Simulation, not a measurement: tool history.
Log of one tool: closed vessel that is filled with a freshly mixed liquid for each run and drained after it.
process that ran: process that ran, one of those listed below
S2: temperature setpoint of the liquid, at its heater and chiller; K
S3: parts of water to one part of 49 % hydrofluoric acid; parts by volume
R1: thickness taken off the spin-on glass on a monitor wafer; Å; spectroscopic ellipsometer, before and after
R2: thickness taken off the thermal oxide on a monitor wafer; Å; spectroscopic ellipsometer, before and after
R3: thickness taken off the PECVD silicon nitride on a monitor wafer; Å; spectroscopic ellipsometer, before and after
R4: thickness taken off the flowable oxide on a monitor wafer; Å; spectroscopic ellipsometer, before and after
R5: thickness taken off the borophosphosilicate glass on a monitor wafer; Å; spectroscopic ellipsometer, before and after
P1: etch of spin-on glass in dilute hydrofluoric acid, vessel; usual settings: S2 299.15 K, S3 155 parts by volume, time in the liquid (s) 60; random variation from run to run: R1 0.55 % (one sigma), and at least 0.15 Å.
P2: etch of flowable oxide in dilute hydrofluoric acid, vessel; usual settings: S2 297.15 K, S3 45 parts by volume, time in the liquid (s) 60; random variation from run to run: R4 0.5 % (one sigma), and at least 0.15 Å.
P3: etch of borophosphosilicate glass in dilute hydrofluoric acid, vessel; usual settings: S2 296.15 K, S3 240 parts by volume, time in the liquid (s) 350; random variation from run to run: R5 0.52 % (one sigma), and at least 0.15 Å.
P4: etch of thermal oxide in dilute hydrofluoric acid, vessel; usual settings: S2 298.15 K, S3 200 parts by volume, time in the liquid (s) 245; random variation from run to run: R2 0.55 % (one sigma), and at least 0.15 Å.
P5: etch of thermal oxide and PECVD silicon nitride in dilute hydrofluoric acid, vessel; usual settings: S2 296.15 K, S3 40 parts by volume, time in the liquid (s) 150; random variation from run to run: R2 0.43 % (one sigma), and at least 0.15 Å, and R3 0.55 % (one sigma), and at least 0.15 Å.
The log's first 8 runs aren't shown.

Run 9, day 1.446: process that ran P1, S2 295.15 K, S3 50 parts by volume, time in the liquid (s) 60. Result: R1 529.16 Å.
Run 10, day 1.554: process that ran P4, S2 298.15 K, S3 45 parts by volume, time in the liquid (s) 245. Result: R2 280.69 Å.
Run 11, day 1.696: process that ran P5, S2 296.15 K, S3 40 parts by volume, time in the liquid (s) 150. Result: R2 186.87 Å, R3 128.5 Å.
Run 12, day 1.817: process that ran P3, S2 296.15 K, S3 240 parts by volume, time in the liquid (s) 175. Result: R5 192.04 Å.
Run 13, day 2.029: process that ran P5, S2 296.15 K, S3 40 parts by volume, time in the liquid (s) 270. Result: R2 338.99 Å, R3 230.24 Å.
Run 14, day 2.196: process that ran P1, S2 299.15 K, S3 155 parts by volume, time in the liquid (s) 60. Result: R1 176.94 Å.
Run 15, day 2.296: process that ran P3, S2 296.15 K, S3 365 parts by volume, time in the liquid (s) 350. Result: R5 227.57 Å.
Run 16, day 2.483: process that ran P1, S2 299.15 K, S3 155 parts by volume, time in the liquid (s) 60. Result: R1 177.9 Å.
Run 17, day 2.579: process that ran P1, S2 305.15 K, S3 155 parts by volume, time in the liquid (s) 60. Result: R1 221.09 Å.
Run 18, day 2.7: process that ran P1, S2 293.15 K, S3 155 parts by volume, time in the liquid (s) 60. Result: R1 140.16 Å.
Run 19, day 2.833: process that ran P3, S2 290.15 K, S3 240 parts by volume, time in the liquid (s) 350. Result: R5 309.9 Å.
Run 20, day 2.975: process that ran P1, S2 299.15 K, S3 235 parts by volume, time in the liquid (s) 60. Result: R1 105.67 Å.
Run 21, day 3.096: process that ran P3, S2 296.15 K, S3 240 parts by volume, time in the liquid (s) 350. Result: R5 387.94 Å.
Run 22, day 3.221: process that ran P4, S2 298.15 K, S3 200 parts by volume, time in the liquid (s) 245. Result: R2 52.927 Å.
Run 23, day 3.329: process that ran P2, S2 297.15 K, S3 45 parts by volume, time in the liquid (s) 110. Result: R4 770.93 Å.
Run 24, day 3.479: process that ran P1, S2 299.15 K, S3 20 parts by volume, time in the liquid (s) 60. Result: R1 1626.9 Å.
Run 25, day 3.662: process that ran P2, S2 297.15 K, S3 65 parts by volume, time in the liquid (s) 60. Result: R4 281.7 Å.
Run 26, day 3.833: process that ran P1, S2 299.15 K, S3 155 parts by volume, time in the liquid (s) 110. Result: R1 319.17 Å.
Run 27, day 4.038: process that ran P1, S2 299.15 K, S3 155 parts by volume, time in the liquid (s) 60. Result: R1 176.06 Å.
Run 28, day 4.167: process that ran P4, S2 303.15 K, S3 200 parts by volume, time in the liquid (s) 245. Result: R2 62.919 Å.
Run 29, day 4.304: process that ran P1, S2 299.15 K, S3 155 parts by volume, time in the liquid (s) 30. Result: R1 87.502 Å.
Run 30, day 4.471: process that ran P4, S2 298.15 K, S3 200 parts by volume, time in the liquid (s) 355. Result: R2 76.753 Å.
Run 31, day 4.675: process that ran P1, S2 299.15 K, S3 155 parts by volume, time in the liquid (s) 60. Result: R1 175.99 Å.
Run 32, day 4.767: process that ran P1, S2 299.15 K, S3 155 parts by volume, time in the liquid (s) 60. Result: R1 179.07 Å.

The next listed run, before its measurement:
Run 33, day 4.888: process that ran P1, S2 299.15 K, S3 155 parts by volume, time in the liquid (s) 60. Result: R1 ?.

{"run 33": {"R1": 184.07}}
